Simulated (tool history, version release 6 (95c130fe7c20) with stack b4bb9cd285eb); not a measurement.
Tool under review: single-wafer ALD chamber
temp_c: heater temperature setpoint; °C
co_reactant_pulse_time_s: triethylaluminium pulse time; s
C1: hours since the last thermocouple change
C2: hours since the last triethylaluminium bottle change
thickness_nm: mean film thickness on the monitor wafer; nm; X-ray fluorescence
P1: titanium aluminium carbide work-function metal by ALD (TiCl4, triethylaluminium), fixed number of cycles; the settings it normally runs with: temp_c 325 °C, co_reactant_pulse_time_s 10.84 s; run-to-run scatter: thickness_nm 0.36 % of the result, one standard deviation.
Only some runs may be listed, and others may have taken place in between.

Run 1, hour 8.9: temp_c 325 °C, co_reactant_pulse_time_s 10.84 s; C1 558.4; C2 100.0. Result: thickness_nm 2.2802 nm.
Run 2, hour 23.4: temp_c 325 °C, co_reactant_pulse_time_s 10.84 s; C1 572.9; C2 114.5. Result: thickness_nm 2.2854 nm.
Run 3, hour 33.2: temp_c 304 °C, co_reactant_pulse_time_s 6.91 s; C1 582.7; C2 124.3. Result: thickness_nm 1.9399 nm.
Run 4, hour 42.5: temp_c 325 °C, co_reactant_pulse_time_s 14.50 s; C1 592.0; C2 133.6. Result: thickness_nm 2.3128 nm.
At hour 45.7: thermocouple changed; heater temperature recalibrated.
Run 5, hour 53.6: temp_c 349 °C, co_reactant_pulse_time_s 10.84 s; C1 8.0; C2 144.7. Result: thickness_nm 2.5026 nm.
Run 6, hour 68.1: temp_c 303 °C, co_reactant_pulse_time_s 10.84 s; C1 22.5; C2 159.2. Result: thickness_nm 2.0805 nm.
Run 7, hour 79.3: temp_c 325 °C, co_reactant_pulse_time_s 10.84 s; C1 33.7; C2 170.4. Result: thickness_nm 2.2832 nm.
Run 8, hour 89.9: temp_c 325 °C, co_reactant_pulse_time_s 10.84 s; C1 44.3; C2 181.0. Result: thickness_nm 2.2772 nm.
Run 9, hour 102.0: temp_c 325 °C, co_reactant_pulse_time_s 10.84 s; C1 56.4; C2 193.1. Result: thickness_nm 2.2805 nm.
Run 10, hour 115.2: temp_c 345 °C, co_reactant_pulse_time_s 4.25 s; C1 69.6; C2 206.3. Result: thickness_nm 1.9445 nm.
Run 11, hour 128.1: temp_c 335 °C, co_reactant_pulse_time_s 15.11 s; C1 82.5; C2 219.2. Result: thickness_nm 2.3964 nm.
Run 12, hour 134.7: temp_c 325 °C, co_reactant_pulse_time_s 5.06 s; C1 89.1; C2 225.8. Result: thickness_nm 1.9267 nm.
Run 13, hour 142.4: temp_c 325 °C, co_reactant_pulse_time_s 10.84 s; C1 96.8; C2 233.5. Result: thickness_nm 2.2711 nm.
Run 14, hour 152.5: temp_c 325 °C, co_reactant_pulse_time_s 10.84 s; C1 106.9; C2 243.6. Result: thickness_nm 2.2942 nm.
Run 15, hour 165.1: temp_c 325 °C, co_reactant_pulse_time_s 10.84 s; C1 119.5; C2 256.2. Result: thickness_nm 2.2591 nm.
Run 16, hour 176.8: temp_c 325 °C, co_reactant_pulse_time_s 10.84 s; C1 131.2; C2 267.9. Result: thickness_nm 2.2582 nm.
Run 17, hour 188.8: temp_c 325 °C, co_reactant_pulse_time_s 10.84 s; C1 143.2; C2 279.9. Result: thickness_nm 2.2542 nm.
Run 18, hour 196.1: temp_c 325 °C, co_reactant_pulse_time_s 10.84 s; C1 150.5; C2 287.2. Result: thickness_nm 2.2489 nm.
Run 19, hour 207.4: temp_c 325 °C, co_reactant_pulse_time_s 10.84 s; C1 161.8; C2 298.5. Result: thickness_nm 2.2454 nm.

The next listed run, before its measurement:
Run 20, hour 215.2: temp_c 325 °C, co_reactant_pulse_time_s 10.84 s; C1 169.6; C2 306.3. Result: thickness_nm ?.

thickness_nm: 2.2329 nm

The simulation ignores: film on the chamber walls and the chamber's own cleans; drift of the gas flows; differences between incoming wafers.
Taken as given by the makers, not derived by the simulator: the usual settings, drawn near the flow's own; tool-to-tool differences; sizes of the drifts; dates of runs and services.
